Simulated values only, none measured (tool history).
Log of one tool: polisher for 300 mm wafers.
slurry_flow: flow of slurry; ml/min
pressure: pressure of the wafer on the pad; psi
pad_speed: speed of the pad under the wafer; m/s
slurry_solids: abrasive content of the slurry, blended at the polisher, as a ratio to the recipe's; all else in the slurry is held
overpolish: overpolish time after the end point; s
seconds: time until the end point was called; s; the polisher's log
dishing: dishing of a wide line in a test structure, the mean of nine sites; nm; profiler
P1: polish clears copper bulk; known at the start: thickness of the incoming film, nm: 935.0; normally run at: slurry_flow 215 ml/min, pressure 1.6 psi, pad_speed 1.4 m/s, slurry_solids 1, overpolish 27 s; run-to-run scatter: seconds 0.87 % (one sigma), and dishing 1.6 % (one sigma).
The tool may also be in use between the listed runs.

run,hour,slurry_flow,pressure,pad_speed,slurry_solids,overpolish,seconds,dishing
1,7.7,215,1.6,1.4,1,27,123.97,47.283
2,15.3,130,1.6,1.4,1,27,135.72,47.39
3,26.9,215,1.6,1.4,1,8,124.52,30.571
4,33.7,310,1.6,1.4,1,27,117.67,46.809
5,43.5,215,1.6,2.2,1,27,78.488,48.822
6,55.1,215,1.6,1.4,0.55,50,141.41,49.119
7,62.2,215,1.6,1.4,1,27,123.01,48.703
8,69.5,215,1.6,1.4,1,27,123.33,48.14
9,82.1,215,1.6,1.74,1,8,99.751,34.733
10,92.8,215,1.6,1.4,1.45,27,113.25,48.588
11,99.6,215,1.6,0.66,1,27,262.49,38.633
12,110.4,215,1.6,1.4,0.5,27,142.33,47.235
13,122,215,1.6,1.4,1,42,121.88,49.921
14,132.3,215,1.6,1.4,1,27,123.32,47.269
15,138.5,215,2.5,1.4,1,27,78.33,56.713
16,147.6,215,1.1,1.4,1,27,178.44,40.521
17,157,215,1.6,1.4,1,27,123.17,47.962
18,168.8,155,1.6,1.4,1,47,128.84,49.7
19,177.5,215,1.6,1.4,1,27,123.58,48.052
20,184.6,215,1.6,1.4,1,27,123.99,46.888
21,195.6,215,1.6,1.4,1,27,127.28,48.658
22,205.4,215,1.6,1.4,1,27,129.99,48.675
# hour 213.7: slurry blender recalibrated
23,214.7,215,1.6,1.4,1,27,129.25,47.474

The next listed run, before its measurement:
24,222.5,215,1.6,1.4,1,27,?,?

seconds: 130.16 s
dishing: 48.154 nm
